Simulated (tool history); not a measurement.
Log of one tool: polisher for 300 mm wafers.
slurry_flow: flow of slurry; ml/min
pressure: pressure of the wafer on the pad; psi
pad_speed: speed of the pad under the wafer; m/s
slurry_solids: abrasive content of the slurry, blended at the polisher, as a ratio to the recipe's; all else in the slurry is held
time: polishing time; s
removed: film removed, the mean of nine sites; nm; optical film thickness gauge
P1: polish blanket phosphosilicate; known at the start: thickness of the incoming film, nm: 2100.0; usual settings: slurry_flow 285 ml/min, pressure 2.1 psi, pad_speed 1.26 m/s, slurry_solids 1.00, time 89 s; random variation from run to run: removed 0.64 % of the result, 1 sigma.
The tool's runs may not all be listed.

| run | hour | slurry_flow | pressure | pad_speed | slurry_solids | time | removed |
|---|---|---|---|---|---|---|---|
| 1 | 12.1 | 285 | 2.1 | 1.26 | 1.00 | 89 | 678.90 |
| 2 | 20.9 | 285 | 2.1 | 1.26 | 1.00 | 89 | 683.64 |
| 3 | 37.7 | 285 | 2.1 | 0.92 | 1.00 | 89 | 528.35 |
| 4 | 46.2 | 285 | 2.1 | 1.78 | 1.00 | 89 | 892.11 |
|  | 54.6 | slurry blender recalibrated |
| 5 | 55.9 | 285 | 2.1 | 1.26 | 1.00 | 89 | 683.89 |
| 6 | 72.1 | 430 | 2.1 | 1.26 | 1.00 | 57 | 446.85 |
| 7 | 88.7 | 285 | 2.1 | 1.26 | 1.35 | 89 | 764.78 |
| 8 | 102.3 | 285 | 2.1 | 1.26 | 1.00 | 49 | 379.73 |
| 9 | 114.7 | 285 | 2.1 | 1.26 | 1.00 | 117 | 895.15 |
| 10 | 127.6 | 285 | 2.1 | 1.26 | 1.00 | 89 | 672.31 |
| 11 | 136.1 | 285 | 2.6 | 1.26 | 0.65 | 89 | 679.39 |
| 12 | 151.0 | 170 | 2.1 | 1.26 | 1.00 | 89 | 636.11 |
| 13 | 164.8 | 285 | 2.1 | 1.26 | 1.00 | 89 | 670.34 |
|  | 167.3 | head pressure recalibrated |
| 14 | 176.9 | 285 | 3.0 | 1.26 | 1.00 | 89 | 976.90 |
| 15 | 194.8 | 430 | 2.1 | 1.26 | 1.00 | 89 | 702.79 |
| 16 | 207.0 | 285 | 1.4 | 1.26 | 1.00 | 89 | 456.38 |
| 17 | 215.6 | 285 | 2.1 | 1.26 | 0.65 | 89 | 549.52 |
| 18 | 224.3 | 285 | 2.1 | 1.26 | 1.00 | 89 | 676.92 |
| 19 | 239.5 | 285 | 2.1 | 1.26 | 1.00 | 89 | 660.55 |
| 20 | 252.2 | 285 | 2.1 | 1.26 | 1.00 | 89 | 634.67 |
| 21 | 261.6 | 285 | 2.1 | 1.26 | 1.00 | 89 | 625.50 |
|  | 261.8 | conditioning disc replaced and pad reconditioned |
| 22 | 271.5 | 285 | 2.1 | 1.26 | 1.00 | 89 | 635.14 |
| 23 | 280.8 | 285 | 2.1 | 1.26 | 1.00 | 89 | 628.36 |
|  | 282.8 | slurry nozzle cleaned |
|  | 286.6 | worn pad replaced by a new one |
| 24 | 298.9 | 285 | 2.1 | 1.26 | 1.00 | 89 | 614.26 |
| 25 | 310.5 | 285 | 2.1 | 1.26 | 1.00 | 89 | 618.70 |
| 26 | 328.8 | 285 | 2.1 | 1.26 | 1.00 | 89 | 626.68 |

What P1 gives has crept away from where it was. These 2 causes fit the log equally well, each at the size given:
A: head's pressure below its setpoint, % = 8.89
B: abrasive missing from the slurry, % = 17.7
The creep began at about hour 224.3.
Why every other cause is out:
removal rate lost through wear of the pad, %: serviced at hour 286.6, which brought nothing back
slurry flow missing at the pad, %: serviced at hour 282.8, which brought nothing back
time polished since the conditioner stopped cutting, s: serviced at hour 261.8, which brought nothing back

4 check runs are offered, each on 5 wafers whose results are averaged, their results left as question marks. Which one tells the causes apart?
| check 1 | 347.1 | 285 | 2.9 | 1.26 | 1.00 | 89 | ? |
| check 2 | 347.1 | 285 | 2.1 | 1.68 | 1.00 | 89 | ? |
| check 3 | 347.1 | 370 | 2.1 | 1.60 | 1.00 | 89 | ? |
| check 4 | 347.1 | 285 | 2.1 | 1.26 | 0.65 | 89 | ? |

What each check would give under each cause:
| check | result | if A | if B |
|---|---|---|---|
| check 1 | removed | 853.95 | 853.81 |
| check 2 | removed | 778.41 | 778.28 |
| check 3 | removed | 764.99 | 764.86 |
| check 4 | removed | 496.79 | 486.48 |
How far apart the two closest causes lie, in the result that separates them most: check 1 0.02 %; check 2 0.02 %; check 3 0.02 %; check 4 2.1 %
Check 4 tells the causes apart: in the others they would give nearly the same result.

Then check 4 was run and gave: removed 497.43 nm. Which cause is it?

It is A: head's pressure below its setpoint, %.

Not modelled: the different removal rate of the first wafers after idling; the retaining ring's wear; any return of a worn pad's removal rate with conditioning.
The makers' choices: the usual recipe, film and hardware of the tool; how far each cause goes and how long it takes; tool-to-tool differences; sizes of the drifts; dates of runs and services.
